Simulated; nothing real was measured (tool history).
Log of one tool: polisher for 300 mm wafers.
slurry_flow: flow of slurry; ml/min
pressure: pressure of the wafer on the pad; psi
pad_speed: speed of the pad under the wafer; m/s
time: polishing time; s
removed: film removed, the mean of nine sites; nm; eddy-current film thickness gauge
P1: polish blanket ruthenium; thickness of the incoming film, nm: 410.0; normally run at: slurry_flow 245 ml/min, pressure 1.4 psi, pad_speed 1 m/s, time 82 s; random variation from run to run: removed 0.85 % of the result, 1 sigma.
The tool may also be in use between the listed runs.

| run | hour | slurry_flow | pressure | pad_speed | time | wafers polished on this pad | hours since the slurry nozzle was cleaned | hours since the head pressure was calibrated | removed |
|---|---|---|---|---|---|---|---|---|---|
| 1 | 15.9 | 245 | 1.4 | 1 | 82 | 612 | 351.3 | 107.7 | 67.597 |
| 2 | 30.6 | 245 | 1.4 | 1.46 | 51 | 778 | 366 | 122.4 | 61.337 |
| 3 | 47.3 | 245 | 1.4 | 1 | 120 | 966 | 382.7 | 139.1 | 100.73 |
| 4 | 61.4 | 370 | 1.4 | 1 | 82 | 1126 | 396.8 | 153.2 | 69.414 |
| 5 | 70.6 | 245 | 1.4 | 1 | 82 | 1230 | 406 | 162.4 | 68.096 |
| 6 | 80.4 | 245 | 1.4 | 1.58 | 82 | 1340 | 415.8 | 172.2 | 109.11 |
| 7 | 91 | 245 | 0.7 | 1.24 | 82 | 1460 | 426.4 | 182.8 | 41.769 |
| 8 | 109.9 | 245 | 1.4 | 0.66 | 82 | 1673 | 445.3 | 201.7 | 44.306 |
| 9 | 120.1 | 245 | 2.2 | 1 | 82 | 1789 | 455.5 | 211.9 | 107.13 |
| 10 | 136.1 | 245 | 1.4 | 1 | 43 | 1969 | 471.5 | 227.9 | 35.672 |
| 11 | 147.6 | 145 | 1.4 | 1 | 82 | 2099 | 483 | 239.4 | 64.316 |
|  | 153.5 | worn pad replaced by a new one |
| 12 | 166.5 | 245 | 1.4 | 1 | 82 | 147 | 501.9 | 258.3 | 67.217 |
| 13 | 182.8 | 245 | 1.4 | 1 | 82 | 331 | 518.2 | 274.6 | 68.477 |
| 14 | 197.1 | 245 | 0.9 | 1 | 82 | 493 | 532.5 | 288.9 | 43.533 |
| 15 | 211 | 245 | 1.4 | 1 | 82 | 650 | 546.4 | 302.8 | 68.143 |
| 16 | 226.1 | 245 | 1.4 | 1 | 82 | 820 | 561.5 | 317.9 | 67.635 |
| 17 | 242.7 | 245 | 1.4 | 1 | 82 | 1008 | 578.1 | 334.5 | 66.199 |
| 18 | 250.9 | 245 | 1.4 | 1 | 82 | 1101 | 586.3 | 342.7 | 65.867 |
| 19 | 263 | 245 | 1.4 | 1 | 82 | 1237 | 598.4 | 354.8 | 65.878 |
| 20 | 281.8 | 245 | 1.4 | 1 | 82 | 1450 | 617.2 | 373.6 | 64.175 |
| 21 | 300.2 | 245 | 1.4 | 1 | 82 | 1657 | 635.6 | 392 | 63.634 |
| 22 | 313.3 | 245 | 1.4 | 1 | 82 | 1805 | 648.7 | 405.1 | 63.262 |
|  | 323.7 | worn pad replaced by a new one |
| 23 | 327.9 | 245 | 1.4 | 1 | 82 | 47 | 663.3 | 419.7 | 63.77 |
| 24 | 343.3 | 245 | 1.4 | 1 | 82 | 221 | 678.7 | 435.1 | 63.018 |

The next listed run, before its measurement:
| 25 | 354 | 245 | 1.4 | 1 | 82 | 342 | 689.4 | 445.8 | ? |

{"run 25": {"removed": 63.508}}
